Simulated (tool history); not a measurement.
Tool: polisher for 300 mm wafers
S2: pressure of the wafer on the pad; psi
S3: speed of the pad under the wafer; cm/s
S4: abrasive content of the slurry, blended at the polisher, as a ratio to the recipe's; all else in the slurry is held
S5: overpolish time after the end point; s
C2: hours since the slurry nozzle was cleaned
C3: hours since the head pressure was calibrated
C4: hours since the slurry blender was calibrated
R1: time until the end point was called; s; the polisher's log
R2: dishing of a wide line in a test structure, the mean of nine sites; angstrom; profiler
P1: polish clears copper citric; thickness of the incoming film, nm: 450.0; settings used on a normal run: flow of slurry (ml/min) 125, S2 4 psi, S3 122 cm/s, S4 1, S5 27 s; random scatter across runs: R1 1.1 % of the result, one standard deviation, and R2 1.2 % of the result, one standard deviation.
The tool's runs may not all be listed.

run 1 day=0.183 | flow_of_slurry_(ml/min)=125 S2=4 S3=122 S4=1 S5=27 | wafers_polished_on_this_pad=857 C2=154.8 C3=563.7 C4=156.1 | R1=140.79 R2=512.23
run 2 day=0.504 | flow_of_slurry_(ml/min)=75 S2=4 S3=122 S4=1 S5=27 | wafers_polished_on_this_pad=891 C2=162.5 C3=571.4 C4=163.8 | R1=157.66 R2=468.98
run 3 day=0.812 | flow_of_slurry_(ml/min)=125 S2=5 S3=122 S4=0.8 S5=27 | wafers_polished_on_this_pad=924 C2=169.9 C3=578.8 C4=171.2 | R1=118.44 R2=582.61
run 4 day=1.179 | flow_of_slurry_(ml/min)=125 S2=4 S3=188 S4=1 S5=27 | wafers_polished_on_this_pad=964 C2=178.7 C3=587.6 C4=180 | R1=92.225 R2=677.93
run 5 day=1.354 | flow_of_slurry_(ml/min)=125 S2=4 S3=122 S4=1.5 S5=27 | wafers_polished_on_this_pad=982 C2=182.9 C3=591.8 C4=184.2 | R1=126.65 R2=546.75
run 6 day=1.692 | flow_of_slurry_(ml/min)=125 S2=4 S3=122 S4=0.6 S5=27 | wafers_polished_on_this_pad=1019 C2=191 C3=599.9 C4=192.3 | R1=152.7 R2=468.3
run 7 day=2.021 | flow_of_slurry_(ml/min)=125 S2=1.8 S3=122 S4=1 S5=27 | wafers_polished_on_this_pad=1054 C2=198.9 C3=607.8 C4=200.2 | R1=307.88 R2=267.72
run 8 day=2.3 | flow_of_slurry_(ml/min)=185 S2=4 S3=122 S4=1 S5=27 | wafers_polished_on_this_pad=1084 C2=205.6 C3=614.5 C4=206.9 | R1=130.16 R2=537.19
run 9 day=2.683 | flow_of_slurry_(ml/min)=125 S2=4 S3=122 S4=1 S5=13 | wafers_polished_on_this_pad=1125 C2=214.8 C3=623.7 C4=216.1 | R1=141 R2=291.12
run 10 day=2.9 | flow_of_slurry_(ml/min)=170 S2=6 S3=122 S4=1 S5=27 | wafers_polished_on_this_pad=1149 C2=220 C3=628.9 C4=221.3 | R1=88.351 R2=708.52
run 11 day=3.233 | flow_of_slurry_(ml/min)=125 S2=4 S3=76 S4=1 S5=27 | wafers_polished_on_this_pad=1184 C2=228 C3=636.9 C4=229.3 | R1=224.22 R2=357.22
run 12 day=3.475 | flow_of_slurry_(ml/min)=125 S2=6 S3=122 S4=1 S5=27 | wafers_polished_on_this_pad=1210 C2=233.8 C3=642.7 C4=235.1 | R1=92.956 R2=695.51
run 13 day=3.646 | flow_of_slurry_(ml/min)=125 S2=4 S3=122 S4=1 S5=27 | wafers_polished_on_this_pad=1229 C2=237.9 C3=646.8 C4=239.2 | R1=138.3 R2=510.73
run 14 day=3.996 | flow_of_slurry_(ml/min)=125 S2=4 S3=122 S4=1 S5=46 | wafers_polished_on_this_pad=1266 C2=246.3 C3=655.2 C4=247.6 | R1=138.45 R2=722.27
run 15 day=4.171 | flow_of_slurry_(ml/min)=125 S2=4 S3=122 S4=1 S5=27 | wafers_polished_on_this_pad=1285 C2=250.5 C3=659.4 C4=251.8 | R1=140.06 R2=519.69
run 16 day=4.521 | flow_of_slurry_(ml/min)=125 S2=4 S3=122 S4=1 S5=27 | wafers_polished_on_this_pad=1323 C2=258.9 C3=667.8 C4=260.2 | R1=138.85 R2=512.86
run 17 day=4.746 | flow_of_slurry_(ml/min)=125 S2=4 S3=122 S4=1 S5=27 | wafers_polished_on_this_pad=1347 C2=264.3 C3=673.2 C4=265.6 | R1=139.1 R2=525.66
run 18 day=5.096 | flow_of_slurry_(ml/min)=125 S2=4 S3=122 S4=1 S5=27 | wafers_polished_on_this_pad=1385 C2=272.7 C3=681.6 C4=274 | R1=135.85 R2=509.59
run 19 day=5.271 | flow_of_slurry_(ml/min)=125 S2=4 S3=122 S4=1 S5=27 | wafers_polished_on_this_pad=1404 C2=276.9 C3=685.8 C4=278.2 | R1=143.04 R2=502.01
run 20 day=5.629 | flow_of_slurry_(ml/min)=125 S2=4 S3=122 S4=1 S5=27 | wafers_polished_on_this_pad=1442 C2=285.5 C3=694.4 C4=286.8 | R1=145.54 R2=501.76
run 21 day=5.967 | flow_of_slurry_(ml/min)=125 S2=4 S3=122 S4=1 S5=27 | wafers_polished_on_this_pad=1478 C2=293.6 C3=702.5 C4=294.9 | R1=146.93 R2=495.69
run 22 day=6.188 | flow_of_slurry_(ml/min)=125 S2=4 S3=122 S4=1 S5=27 | wafers_polished_on_this_pad=1502 C2=298.9 C3=707.8 C4=300.2 | R1=146.22 R2=482.82
-- day=6.225 worn pad replaced by a new one
-- day=6.258 head pressure recalibrated
run 23 day=6.417 | flow_of_slurry_(ml/min)=125 S2=4 S3=122 S4=1 S5=27 | wafers_polished_on_this_pad=21 C2=304.4 C3=3.8 C4=305.7 | R1=149.7 R2=500.26
run 24 day=6.8 | flow_of_slurry_(ml/min)=125 S2=4 S3=122 S4=1 S5=27 | wafers_polished_on_this_pad=62 C2=313.6 C3=13 C4=314.9 | R1=150.79 R2=493.15
run 25 day=7.033 | flow_of_slurry_(ml/min)=125 S2=4 S3=122 S4=1 S5=27 | wafers_polished_on_this_pad=87 C2=319.2 C3=18.6 C4=320.5 | R1=151.88 R2=494.13
run 26 day=7.342 | flow_of_slurry_(ml/min)=125 S2=4 S3=122 S4=1 S5=27 | wafers_polished_on_this_pad=120 C2=326.6 C3=26 C4=327.9 | R1=149.53 R2=488.21
run 27 day=7.629 | flow_of_slurry_(ml/min)=125 S2=4 S3=122 S4=1 S5=27 | wafers_polished_on_this_pad=151 C2=333.5 C3=32.9 C4=334.8 | R1=150.68 R2=482.05

The output of P1 has drifted from where it used to be. Each of the 2 causes below, taken at the size shown beside it, accounts for the log equally well:
A: abrasive missing from the slurry, % = 29.7
B: slurry flow missing at the pad, % = 27.1
At approximately day 5.096, the process output began to creep.
Every other cause this tool's parts could produce, and why it does not fit the log:
removal rate lost through wear of the pad, %: its service at day 6.225 followed the start of the drift and did not put the process back to its old value
head's pressure below its setpoint, %: its service at day 6.258 followed the start of the drift and did not put the process back to its old value

The list below offers 4 check runs, each averaging the results of 5 wafers, and shows each result as a question mark. For which of them would the listed causes give clearly different results?
run check 1 day=7.917 | flow_of_slurry_(ml/min)=125 S2=4 S3=122 S4=1 S5=46 | R1=? R2=?
run check 2 day=7.917 | flow_of_slurry_(ml/min)=75 S2=4 S3=122 S4=1 S5=27 | R1=? R2=?
run check 3 day=7.917 | flow_of_slurry_(ml/min)=125 S2=6 S3=122 S4=1 S5=27 | R1=? R2=?
run check 4 day=7.917 | flow_of_slurry_(ml/min)=125 S2=4 S3=122 S4=1.45 S5=27 | R1=? R2=?

Outcome of each check run for each possible cause:
check=check_1 result=R1 if_A=150.38 if_B=150.39
check=check_1 result=R2 if_A=694.62 if_B=694.59
check=check_2 result=R1 if_A=171.41 if_B=178.51
check=check_2 result=R2 if_A=440.99 if_B=427.38
check=check_3 result=R1 if_A=100.76 if_B=100.76
check=check_3 result=R2 if_A=658.26 if_B=658.22
check=check_4 result=R1 if_A=139.1 if_B=138.64
check=check_4 result=R2 if_A=515.21 if_B=516.42
Per-check spread between the two closest causes, in the result where they differ most: check 1 0.01 %; check 2 4.06 %; check 3 0.01 %; check 4 0.33 %
Check 2 distinguishes between the causes, while the remaining checks would return nearly the same result for all of them.

Check 2 has now been run. It gave: R1 179.08 s; R2 429.79 angstrom. Which of the candidate causes is it?

It is B: slurry flow missing at the pad, %.
